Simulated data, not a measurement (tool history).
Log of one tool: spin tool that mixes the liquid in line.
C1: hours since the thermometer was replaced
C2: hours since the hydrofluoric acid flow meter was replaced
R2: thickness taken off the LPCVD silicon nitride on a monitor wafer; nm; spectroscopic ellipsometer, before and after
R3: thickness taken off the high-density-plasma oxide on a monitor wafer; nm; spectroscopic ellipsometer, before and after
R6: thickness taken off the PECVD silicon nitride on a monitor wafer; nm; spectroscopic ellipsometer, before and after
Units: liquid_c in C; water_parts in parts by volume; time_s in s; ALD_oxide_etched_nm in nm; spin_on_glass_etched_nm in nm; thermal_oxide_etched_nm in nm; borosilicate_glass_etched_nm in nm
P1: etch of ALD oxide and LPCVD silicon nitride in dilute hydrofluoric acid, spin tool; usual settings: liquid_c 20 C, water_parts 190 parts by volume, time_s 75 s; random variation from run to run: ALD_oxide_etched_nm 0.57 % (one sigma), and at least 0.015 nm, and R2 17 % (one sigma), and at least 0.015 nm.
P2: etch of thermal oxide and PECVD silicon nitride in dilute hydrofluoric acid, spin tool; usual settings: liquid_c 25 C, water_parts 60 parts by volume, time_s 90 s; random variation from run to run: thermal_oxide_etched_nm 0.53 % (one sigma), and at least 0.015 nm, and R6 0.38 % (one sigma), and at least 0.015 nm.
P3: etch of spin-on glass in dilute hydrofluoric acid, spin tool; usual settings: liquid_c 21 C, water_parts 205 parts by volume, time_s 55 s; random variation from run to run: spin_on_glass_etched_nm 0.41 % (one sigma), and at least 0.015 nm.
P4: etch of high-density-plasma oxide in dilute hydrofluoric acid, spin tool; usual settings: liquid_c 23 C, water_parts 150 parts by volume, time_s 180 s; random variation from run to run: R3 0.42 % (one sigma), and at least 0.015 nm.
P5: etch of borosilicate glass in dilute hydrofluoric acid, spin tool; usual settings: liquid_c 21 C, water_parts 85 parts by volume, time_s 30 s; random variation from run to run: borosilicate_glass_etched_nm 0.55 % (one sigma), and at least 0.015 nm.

run 1 hour=3.2 | process=P1 liquid_c=20 water_parts=190 time_s=75 | C1=843.7 C2=300.9 | ALD_oxide_etched_nm=9.8295 R2=0.20095
run 2 hour=6.3 | process=P4 liquid_c=23 water_parts=150 time_s=180 | C1=846.8 C2=304 | R3=7.7918
run 3 hour=12.5 | process=P1 liquid_c=20 water_parts=190 time_s=25 | C1=853 C2=310.2 | ALD_oxide_etched_nm=3.2992 R2=0.063806
run 4 hour=15.4 | process=P4 liquid_c=23 water_parts=150 time_s=180 | C1=855.9 C2=313.1 | R3=7.8334
run 5 hour=21 | process=P3 liquid_c=28 water_parts=205 time_s=55 | C1=861.5 C2=318.7 | spin_on_glass_etched_nm=12.765
run 6 hour=24.4 | process=P1 liquid_c=20 water_parts=285 time_s=45 | C1=864.9 C2=322.1 | ALD_oxide_etched_nm=3.6145 R2=0.073589
run 7 hour=28.3 | process=P3 liquid_c=21 water_parts=205 time_s=95 | C1=868.8 C2=326 | spin_on_glass_etched_nm=16.989
run 8 hour=32.2 | process=P2 liquid_c=25 water_parts=60 time_s=90 | C1=872.7 C2=329.9 | thermal_oxide_etched_nm=7.8001 R6=8.9755
run 9 hour=38.2 | process=P1 liquid_c=20 water_parts=80 time_s=75 | C1=878.7 C2=335.9 | ALD_oxide_etched_nm=26.463 R2=0.37203
run 10 hour=43.8 | process=P5 liquid_c=26.5 water_parts=85 time_s=30 | C1=884.3 C2=341.5 | borosilicate_glass_etched_nm=11.937
run 11 hour=50 | process=P1 liquid_c=17 water_parts=190 time_s=40 | C1=890.5 C2=347.7 | ALD_oxide_etched_nm=4.6566 R2=0.049514
run 12 hour=55.5 | process=P1 liquid_c=20 water_parts=275 time_s=75 | C1=896 C2=353.2 | ALD_oxide_etched_nm=6.3379 R2=0.093487
run 13 hour=60.6 | process=P2 liquid_c=31 water_parts=60 time_s=90 | C1=901.1 C2=358.3 | thermal_oxide_etched_nm=9.8013 R6=13.072
run 14 hour=64.1 | process=P4 liquid_c=23 water_parts=255 time_s=180 | C1=904.6 C2=361.8 | R3=4.1226
run 15 hour=69.3 | process=P4 liquid_c=23 water_parts=150 time_s=15 | C1=909.8 C2=367 | R3=0.62101
run 16 hour=74.7 | process=P1 liquid_c=20 water_parts=190 time_s=140 | C1=915.2 C2=372.4 | ALD_oxide_etched_nm=18.575 R2=0.23271
run 17 hour=77.6 | process=P2 liquid_c=25 water_parts=60 time_s=90 | C1=918.1 C2=375.3 | thermal_oxide_etched_nm=7.7763 R6=8.8641
run 18 hour=81.6 | process=P5 liquid_c=21 water_parts=85 time_s=30 | C1=922.1 C2=379.3 | borosilicate_glass_etched_nm=9.5403
run 19 hour=87.3 | process=P1 liquid_c=17 water_parts=100 time_s=75 | C1=927.8 C2=385 | ALD_oxide_etched_nm=18.38 R2=0.24422
run 20 hour=90.2 | process=P5 liquid_c=21 water_parts=30 time_s=30 | C1=930.7 C2=387.9 | borosilicate_glass_etched_nm=28.952
run 21 hour=95.5 | process=P3 liquid_c=21 water_parts=365 time_s=55 | C1=936 C2=393.2 | spin_on_glass_etched_nm=4.7921
run 22 hour=100.7 | process=P1 liquid_c=20 water_parts=190 time_s=75 | C1=941.2 C2=398.4 | ALD_oxide_etched_nm=9.9292 R2=0.17511
run 23 hour=106 | process=P1 liquid_c=20 water_parts=190 time_s=75 | C1=946.5 C2=403.7 | ALD_oxide_etched_nm=9.9207 R2=0.1063
run 24 hour=112.4 | process=P1 liquid_c=27 water_parts=190 time_s=75 | C1=952.9 C2=410.1 | ALD_oxide_etched_nm=12.92 R2=0.31864
run 25 hour=116.5 | process=P4 liquid_c=17 water_parts=150 time_s=180 | C1=957 C2=414.2 | R3=6.2084
run 26 hour=121.6 | process=P2 liquid_c=25 water_parts=30 time_s=90 | C1=962.1 C2=419.3 | thermal_oxide_etched_nm=16.173 R6=17.6
run 27 hour=126.8 | process=P3 liquid_c=21 water_parts=205 time_s=55 | C1=967.3 C2=424.5 | spin_on_glass_etched_nm=9.9209
run 28 hour=130.3 | process=P1 liquid_c=20 water_parts=190 time_s=75 | C1=970.8 C2=428 | ALD_oxide_etched_nm=9.9284 R2=0.13864
run 29 hour=136.3 | process=P1 liquid_c=20 water_parts=190 time_s=75 | C1=976.8 C2=434 | ALD_oxide_etched_nm=9.9281 R2=0.10997
run 30 hour=140.8 | process=P2 liquid_c=25 water_parts=60 time_s=30 | C1=981.3 C2=438.5 | thermal_oxide_etched_nm=2.5931 R6=2.9321
run 31 hour=144.4 | process=P1 liquid_c=17 water_parts=190 time_s=75 | C1=984.9 C2=442.1 | ALD_oxide_etched_nm=8.792 R2=0.12063
run 32 hour=150.2 | process=P1 liquid_c=20 water_parts=190 time_s=75 | C1=990.7 C2=447.9 | ALD_oxide_etched_nm=9.8468 R2=0.12245
run 33 hour=156.3 | process=P5 liquid_c=21 water_parts=85 time_s=50 | C1=996.8 C2=454 | borosilicate_glass_etched_nm=15.808
run 34 hour=162.8 | process=P1 liquid_c=20 water_parts=190 time_s=75 | C1=1003.3 C2=460.5 | ALD_oxide_etched_nm=9.9021 R2=0.073492
run 35 hour=167.4 | process=P1 liquid_c=20 water_parts=190 time_s=75 | C1=1007.9 C2=465.1 | ALD_oxide_etched_nm=10.338 R2=0.16875
run 36 hour=170.4 | process=P1 liquid_c=20 water_parts=190 time_s=75 | C1=1010.9 C2=468.1 | ALD_oxide_etched_nm=10.515 R2=0.17462
run 37 hour=174.2 | process=P1 liquid_c=20 water_parts=190 time_s=75 | C1=1014.7 C2=471.9 | ALD_oxide_etched_nm=10.564 R2=0.11723
run 38 hour=177.5 | process=P1 liquid_c=20 water_parts=190 time_s=75 | C1=1018 C2=475.2 | ALD_oxide_etched_nm=10.806 R2=0.21792
run 39 hour=182.7 | process=P1 liquid_c=20 water_parts=190 time_s=75 | C1=1023.2 C2=480.4 | ALD_oxide_etched_nm=10.78 R2=0.17815

Forecast run 40:
run 40 hour=186.3 | process=P1 liquid_c=20 water_parts=190 time_s=75 | C1=1026.8 C2=484 | ALD_oxide_etched_nm=? R2=?

{"run 40": {"ALD_oxide_etched_nm": 10.667, "R2": 0.15728}}
